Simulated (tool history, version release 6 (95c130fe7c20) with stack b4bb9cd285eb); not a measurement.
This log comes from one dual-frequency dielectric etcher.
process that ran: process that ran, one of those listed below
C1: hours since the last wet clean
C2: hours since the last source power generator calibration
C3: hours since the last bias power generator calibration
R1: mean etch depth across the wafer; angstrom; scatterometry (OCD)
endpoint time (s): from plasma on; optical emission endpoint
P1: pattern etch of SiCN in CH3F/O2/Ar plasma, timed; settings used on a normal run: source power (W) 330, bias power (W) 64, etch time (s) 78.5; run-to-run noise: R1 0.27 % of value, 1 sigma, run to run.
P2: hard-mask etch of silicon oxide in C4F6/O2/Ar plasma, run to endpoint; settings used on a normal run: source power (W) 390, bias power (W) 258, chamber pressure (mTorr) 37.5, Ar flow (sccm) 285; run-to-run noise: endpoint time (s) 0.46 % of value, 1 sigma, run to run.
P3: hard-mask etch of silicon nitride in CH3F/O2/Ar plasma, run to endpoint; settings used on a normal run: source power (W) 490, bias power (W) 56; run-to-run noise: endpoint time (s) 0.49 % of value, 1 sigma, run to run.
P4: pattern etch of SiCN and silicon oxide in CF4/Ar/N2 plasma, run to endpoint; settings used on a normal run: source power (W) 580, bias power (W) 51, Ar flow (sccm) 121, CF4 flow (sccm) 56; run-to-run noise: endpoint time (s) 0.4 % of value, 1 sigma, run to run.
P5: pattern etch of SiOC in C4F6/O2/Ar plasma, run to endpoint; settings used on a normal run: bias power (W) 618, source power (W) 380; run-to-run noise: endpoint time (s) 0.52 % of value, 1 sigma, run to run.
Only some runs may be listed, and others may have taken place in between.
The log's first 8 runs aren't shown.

Run 9, hour 133.5: process that ran P4, source power (W) 580, bias power (W) 51, Ar flow (sccm) 121, CF4 flow (sccm) 40; C1 20.7; C2 314.9; C3 2521.6. Result: endpoint time (s) 12.369.
Run 10, hour 150.4: process that ran P3, source power (W) 490, bias power (W) 56; C1 37.6; C2 331.8; C3 2538.5. Result: endpoint time (s) 71.344.
Run 11, hour 159.6: process that ran P1, source power (W) 420, bias power (W) 64, etch time (s) 78.5; C1 46.8; C2 341; C3 2547.7. Result: R1 289.87 angstrom.
Run 12, hour 176.5: process that ran P1, source power (W) 330, bias power (W) 64, etch time (s) 78.5; C1 63.7; C2 357.9; C3 2564.6. Result: R1 264.46 angstrom.
Run 13, hour 184.7: process that ran P5, source power (W) 380, bias power (W) 618; C1 71.9; C2 366.1; C3 2572.8. Result: endpoint time (s) 10.367.
Run 14, hour 193.5: process that ran P1, source power (W) 330, bias power (W) 64, etch time (s) 59.5; C1 80.7; C2 374.9; C3 2581.6. Result: R1 199.8 angstrom.
Run 15, hour 205.4: process that ran P1, source power (W) 330, bias power (W) 64, etch time (s) 110; C1 92.6; C2 386.8; C3 2593.5. Result: R1 370.41 angstrom.
Run 16, hour 217.1: process that ran P3, source power (W) 490, bias power (W) 56; C1 104.3; C2 398.5; C3 2605.2. Result: endpoint time (s) 71.7.
At hour 225.8: source power generator calibrated.
Run 17, hour 228: process that ran P5, source power (W) 230, bias power (W) 618; C1 115.2; C2 2.3; C3 2616.1. Result: endpoint time (s) 12.436.
Run 18, hour 236.5: process that ran P1, source power (W) 330, bias power (W) 84, etch time (s) 48; C1 123.7; C2 10.8; C3 2624.6. Result: R1 177.97 angstrom.
Run 19, hour 245.7: process that ran P2, source power (W) 390, bias power (W) 184, chamber pressure (mTorr) 37.5, Ar flow (sccm) 285; C1 132.9; C2 20; C3 2633.8. Result: endpoint time (s) 84.926.
Run 20, hour 260.5: process that ran P2, source power (W) 390, bias power (W) 258, chamber pressure (mTorr) 37.5, Ar flow (sccm) 285; C1 147.7; C2 34.8; C3 2648.6. Result: endpoint time (s) 75.825.
Run 21, hour 273.1: process that ran P4, source power (W) 580, bias power (W) 51, Ar flow (sccm) 73, CF4 flow (sccm) 56; C1 160.3; C2 47.4; C3 2661.2. Result: endpoint time (s) 10.602.
Run 22, hour 290.2: process that ran P4, source power (W) 800, bias power (W) 51, Ar flow (sccm) 121, CF4 flow (sccm) 56; C1 177.4; C2 64.5; C3 2678.3. Result: endpoint time (s) 8.734.
Run 23, hour 307.6: process that ran P2, source power (W) 390, bias power (W) 258, chamber pressure (mTorr) 26.5, Ar flow (sccm) 285; C1 194.8; C2 81.9; C3 2695.7. Result: endpoint time (s) 73.062.
Run 24, hour 317.8: process that ran P1, source power (W) 330, bias power (W) 64, etch time (s) 78.5; C1 205; C2 92.1; C3 2705.9. Result: R1 263.73 angstrom.
Run 25, hour 334.7: process that ran P1, source power (W) 330, bias power (W) 64, etch time (s) 78.5; C1 221.9; C2 109; C3 2722.8. Result: R1 262.79 angstrom.
Run 26, hour 346.6: process that ran P2, source power (W) 220, bias power (W) 258, chamber pressure (mTorr) 37.5, Ar flow (sccm) 285; C1 233.8; C2 120.9; C3 2734.7. Result: endpoint time (s) 94.275.
Run 27, hour 361.5: process that ran P4, source power (W) 580, bias power (W) 51, Ar flow (sccm) 121, CF4 flow (sccm) 56; C1 248.7; C2 135.8; C3 2749.6. Result: endpoint time (s) 11.716.
Run 28, hour 374.8: process that ran P1, source power (W) 330, bias power (W) 64, etch time (s) 78.5; C1 262; C2 149.1; C3 2762.9. Result: R1 265.01 angstrom.
Run 29, hour 393.3: process that ran P5, source power (W) 380, bias power (W) 378; C1 280.5; C2 167.6; C3 2781.4. Result: endpoint time (s) 12.489.
Run 30, hour 405: process that ran P4, source power (W) 580, bias power (W) 51, Ar flow (sccm) 121, CF4 flow (sccm) 56; C1 292.2; C2 179.3; C3 2793.1. Result: endpoint time (s) 11.638.
Run 31, hour 415.4: process that ran P3, source power (W) 380, bias power (W) 56; C1 302.6; C2 189.7; C3 2803.5. Result: endpoint time (s) 78.198.
Run 32, hour 430: process that ran P1, source power (W) 330, bias power (W) 64, etch time (s) 78.5; C1 317.2; C2 204.3; C3 2818.1. Result: R1 264.31 angstrom.
Run 33, hour 446.7: process that ran P1, source power (W) 330, bias power (W) 64, etch time (s) 78.5; C1 333.9; C2 221; C3 2834.8. Result: R1 265.68 angstrom.

Estimate the outcome of run 34 from the log above:
Run 34, hour 462.4: process that ran P1, source power (W) 330, bias power (W) 64, etch time (s) 78.5; C1 349.6; C2 236.7; C3 2850.5. Result: R1 ?.

Run 34 gave R1 265.56 angstrom.

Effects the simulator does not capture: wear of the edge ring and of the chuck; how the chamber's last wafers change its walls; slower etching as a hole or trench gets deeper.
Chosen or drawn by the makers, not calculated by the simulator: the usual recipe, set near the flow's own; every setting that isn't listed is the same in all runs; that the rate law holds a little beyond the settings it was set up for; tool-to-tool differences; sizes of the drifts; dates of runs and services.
